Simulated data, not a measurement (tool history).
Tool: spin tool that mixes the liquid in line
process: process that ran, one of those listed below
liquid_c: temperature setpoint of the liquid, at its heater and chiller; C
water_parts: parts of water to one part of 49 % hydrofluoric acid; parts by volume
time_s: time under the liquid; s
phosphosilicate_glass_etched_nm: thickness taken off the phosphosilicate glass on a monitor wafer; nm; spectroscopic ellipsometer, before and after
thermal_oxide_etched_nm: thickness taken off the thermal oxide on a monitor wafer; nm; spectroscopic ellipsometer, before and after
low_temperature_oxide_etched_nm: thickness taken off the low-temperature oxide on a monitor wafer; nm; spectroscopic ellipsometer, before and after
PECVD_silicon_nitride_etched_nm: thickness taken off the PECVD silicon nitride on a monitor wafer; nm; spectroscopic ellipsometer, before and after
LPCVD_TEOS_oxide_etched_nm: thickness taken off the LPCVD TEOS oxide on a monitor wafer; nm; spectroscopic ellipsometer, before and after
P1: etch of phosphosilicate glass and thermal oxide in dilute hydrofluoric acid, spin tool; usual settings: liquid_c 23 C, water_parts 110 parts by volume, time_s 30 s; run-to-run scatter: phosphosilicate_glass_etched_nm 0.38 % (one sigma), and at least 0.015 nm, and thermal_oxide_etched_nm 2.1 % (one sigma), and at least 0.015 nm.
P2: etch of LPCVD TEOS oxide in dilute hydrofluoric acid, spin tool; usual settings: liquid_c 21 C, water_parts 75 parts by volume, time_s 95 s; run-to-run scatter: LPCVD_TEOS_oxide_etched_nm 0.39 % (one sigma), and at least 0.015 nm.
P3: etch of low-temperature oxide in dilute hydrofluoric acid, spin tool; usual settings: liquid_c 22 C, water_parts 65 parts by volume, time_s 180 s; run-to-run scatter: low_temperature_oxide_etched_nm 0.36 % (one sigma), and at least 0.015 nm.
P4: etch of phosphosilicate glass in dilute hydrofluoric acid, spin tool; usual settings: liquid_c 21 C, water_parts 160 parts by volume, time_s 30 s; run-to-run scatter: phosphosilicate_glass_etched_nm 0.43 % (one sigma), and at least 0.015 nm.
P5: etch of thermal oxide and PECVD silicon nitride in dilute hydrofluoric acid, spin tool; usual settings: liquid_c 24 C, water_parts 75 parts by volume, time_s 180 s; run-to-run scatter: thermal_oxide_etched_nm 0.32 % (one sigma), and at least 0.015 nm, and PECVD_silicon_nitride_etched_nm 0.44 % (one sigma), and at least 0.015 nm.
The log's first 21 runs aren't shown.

run	hour	process	liquid_c	water_parts	time_s	hours since the thermometer was replaced	hours since the hydrofluoric acid flow meter was replaced	phosphosilicate_glass_etched_nm	thermal_oxide_etched_nm	low_temperature_oxide_etched_nm	PECVD_silicon_nitride_etched_nm	LPCVD_TEOS_oxide_etched_nm
22	143.8	P1	23	110	30	24.4	914	15.334	1.2887			
23	152	P4	27	160	30	32.6	922.2	29.389				
24	159.2	P1	31.5	110	30	39.8	929.4	21.107	1.6783			
25	167.8	P4	21	285	30	48.4	938	11.681				
26	176.4	P1	23	190	30	57	946.6	8.069	0.67008			
27	181.9	P1	23	110	30	62.5	952.1	15.263	1.2788			
28	186.7	P3	22	65	180	67.3	956.9			52.028		
29	193.3	P2	21	75	95	73.9	963.5					34.094
30	199	P1	23	110	15	79.6	969.2	7.65	0.62499			
31	204.1	P1	26	40	30	84.7	974.3	51.627	4.2484			
32	211.4	P1	23	25	30	92	981.6	74.8	6.1996			
33	216.9	P1	23	110	30	97.5	987.1	15.198	1.258			
34	222.2	P1	23	110	30	102.8	992.4	15.603	1.2626			
35	229	P1	23	110	30	109.6	999.2	15.862	1.2892			

The next listed run, before its measurement:
36	234	P1	23	110	30	114.6	1004.2	?	?			

phosphosilicate_glass_etched_nm: 16.158 nm
thermal_oxide_etched_nm: 1.2858 nm

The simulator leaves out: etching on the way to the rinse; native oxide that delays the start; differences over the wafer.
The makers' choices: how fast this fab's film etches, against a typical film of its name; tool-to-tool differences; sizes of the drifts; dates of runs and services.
